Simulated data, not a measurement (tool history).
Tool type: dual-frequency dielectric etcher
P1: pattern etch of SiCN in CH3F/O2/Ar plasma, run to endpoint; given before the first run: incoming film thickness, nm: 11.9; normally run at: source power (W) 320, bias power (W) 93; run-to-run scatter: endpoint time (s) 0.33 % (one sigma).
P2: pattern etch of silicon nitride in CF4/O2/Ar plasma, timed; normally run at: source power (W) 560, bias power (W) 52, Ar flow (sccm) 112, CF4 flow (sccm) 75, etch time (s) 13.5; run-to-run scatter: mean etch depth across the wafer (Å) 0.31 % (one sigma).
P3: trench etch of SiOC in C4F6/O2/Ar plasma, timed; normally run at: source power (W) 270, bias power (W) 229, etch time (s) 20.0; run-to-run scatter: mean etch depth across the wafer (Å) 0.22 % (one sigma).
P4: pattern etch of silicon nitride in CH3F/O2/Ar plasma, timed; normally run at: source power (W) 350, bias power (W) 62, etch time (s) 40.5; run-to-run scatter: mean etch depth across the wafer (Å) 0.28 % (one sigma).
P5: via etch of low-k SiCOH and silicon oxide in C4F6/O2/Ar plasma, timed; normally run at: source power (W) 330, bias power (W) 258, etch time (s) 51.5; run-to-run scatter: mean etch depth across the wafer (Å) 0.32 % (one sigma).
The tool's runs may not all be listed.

run,hour,process that ran,source power (W),bias power (W),etch time (s),Ar flow (sccm),CF4 flow (sccm),endpoint time (s),mean etch depth across the wafer (Å)
1,9.2,P1,320,93,,,,30.522,
2,20.0,P4,350,50,40.5,,,,234.86
3,32.7,P2,560,52,13.5,112,99,,285.91
4,41.8,P2,560,52,13.5,112,75,,273.56
5,55.3,P4,200,62,40.5,,,,205.05
6,67.1,P1,320,93,,,,30.592,
7,82.0,P3,170,229,20.0,,,,324.91
8,92.6,P2,560,72,13.5,112,75,,312.84
9,99.2,P3,270,229,20.0,,,,386.66
10,107.1,P1,210,93,,,,35.611,
11,116.4,P5,330,258,51.5,,,,1378.30
12,131.3,P1,320,112,,,,28.725,
13,143.5,P2,420,52,13.5,112,75,,215.07
14,151.6,P2,560,52,13.5,112,75,,276.76
# hour 155.6: wet clean of the chamber
15,163.9,P1,320,93,,,,30.663,
16,171.8,P2,560,52,17.5,112,75,,359.84
17,184.0,P5,330,322,51.5,,,,1507.00
18,191.3,P3,270,229,11.0,,,,213.06
19,202.1,P1,320,93,,,,30.643,

Run 20 comes next. What will it give?
20,213.1,P1,440,93,,,,?,

Run 20 yielded endpoint time (s) 27.190.

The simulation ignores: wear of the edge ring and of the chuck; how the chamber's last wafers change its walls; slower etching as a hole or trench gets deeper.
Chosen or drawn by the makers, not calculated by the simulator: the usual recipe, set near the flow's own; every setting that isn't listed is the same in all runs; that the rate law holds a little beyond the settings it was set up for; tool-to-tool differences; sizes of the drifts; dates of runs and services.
